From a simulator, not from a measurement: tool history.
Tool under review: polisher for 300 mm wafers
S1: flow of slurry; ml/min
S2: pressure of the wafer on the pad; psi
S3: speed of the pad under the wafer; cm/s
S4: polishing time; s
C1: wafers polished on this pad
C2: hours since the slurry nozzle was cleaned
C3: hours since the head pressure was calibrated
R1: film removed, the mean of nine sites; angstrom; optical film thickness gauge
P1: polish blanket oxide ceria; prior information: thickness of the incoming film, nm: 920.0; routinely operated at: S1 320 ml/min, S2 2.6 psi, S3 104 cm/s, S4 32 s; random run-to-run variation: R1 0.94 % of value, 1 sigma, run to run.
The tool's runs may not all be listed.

| run | hour | S1 | S2 | S3 | S4 | C1 | C2 | C3 | R1 |
|---|---|---|---|---|---|---|---|---|---|
| 1 | 10.6 | 320 | 2.6 | 104 | 32 | 482 | 167.1 | 342.8 | 1058.40 |
| 2 | 19.4 | 320 | 1.8 | 152 | 32 | 600 | 175.9 | 351.6 | 1066.50 |
| 3 | 26.7 | 430 | 2.6 | 104 | 32 | 697 | 183.2 | 358.9 | 1076.70 |
| 4 | 38.1 | 320 | 2.6 | 146 | 32 | 849 | 194.6 | 370.3 | 1476.70 |
| 5 | 47.9 | 320 | 2.6 | 104 | 32 | 980 | 204.4 | 380.1 | 1060.80 |
| 6 | 56.9 | 320 | 1.8 | 104 | 32 | 1100 | 213.4 | 389.1 | 722.49 |
| 7 | 64.6 | 320 | 2.6 | 56 | 32 | 1203 | 221.1 | 396.8 | 565.28 |
| 8 | 71.5 | 320 | 2.6 | 104 | 32 | 1295 | 228.0 | 403.7 | 1065.60 |
| 9 | 82.4 | 455 | 2.6 | 54 | 32 | 1441 | 238.9 | 414.6 | 559.84 |
| 10 | 88.5 | 455 | 2.6 | 132 | 32 | 1522 | 245.0 | 420.7 | 1364.90 |
| 11 | 97.2 | 320 | 3.8 | 104 | 32 | 1639 | 253.7 | 429.4 | 1556.20 |
| 12 | 110.4 | 190 | 2.6 | 104 | 32 | 1815 | 266.9 | 442.6 | 1000.90 |
| 13 | 119.3 | 320 | 2.6 | 104 | 41 | 1934 | 275.8 | 451.5 | 1349.70 |
| 14 | 130.1 | 320 | 2.6 | 104 | 19 | 2078 | 286.6 | 462.3 | 625.18 |
| 15 | 142.3 | 320 | 2.6 | 104 | 32 | 2241 | 298.8 | 474.5 | 1048.60 |
| 16 | 149.7 | 320 | 2.6 | 104 | 32 | 2340 | 306.2 | 481.9 | 1051.20 |
| 17 | 160.2 | 320 | 2.6 | 104 | 32 | 2480 | 316.7 | 492.4 | 1038.70 |
| 18 | 172.3 | 320 | 2.6 | 104 | 32 | 2641 | 328.8 | 504.5 | 1023.40 |
| 19 | 180.3 | 320 | 2.6 | 104 | 32 | 2748 | 336.8 | 512.5 | 1010.50 |
| 20 | 191.9 | 320 | 2.6 | 104 | 32 | 2903 | 348.4 | 524.1 | 1025.40 |
|  | 195.7 | head pressure recalibrated |
| 21 | 198.4 | 320 | 2.6 | 104 | 32 | 2990 | 354.9 | 2.8 | 1017.20 |
| 22 | 205.2 | 320 | 2.6 | 104 | 32 | 3081 | 361.7 | 9.6 | 1011.90 |
| 23 | 217.7 | 320 | 2.6 | 104 | 32 | 3248 | 374.2 | 22.1 | 1007.80 |
| 24 | 226.6 | 320 | 2.6 | 104 | 32 | 3366 | 383.1 | 31.0 | 995.33 |
| 25 | 236.4 | 320 | 2.6 | 104 | 32 | 3497 | 392.9 | 40.8 | 999.75 |
| 26 | 246.3 | 320 | 2.6 | 104 | 32 | 3629 | 402.8 | 50.7 | 1003.10 |

Run 27, settings as shown, results not yet in. Your forecast:
| 27 | 257.5 | 320 | 2.6 | 104 | 32 | 3779 | 414.0 | 61.9 | ? |

For run 27 the tool returned R1 995.51 angstrom.
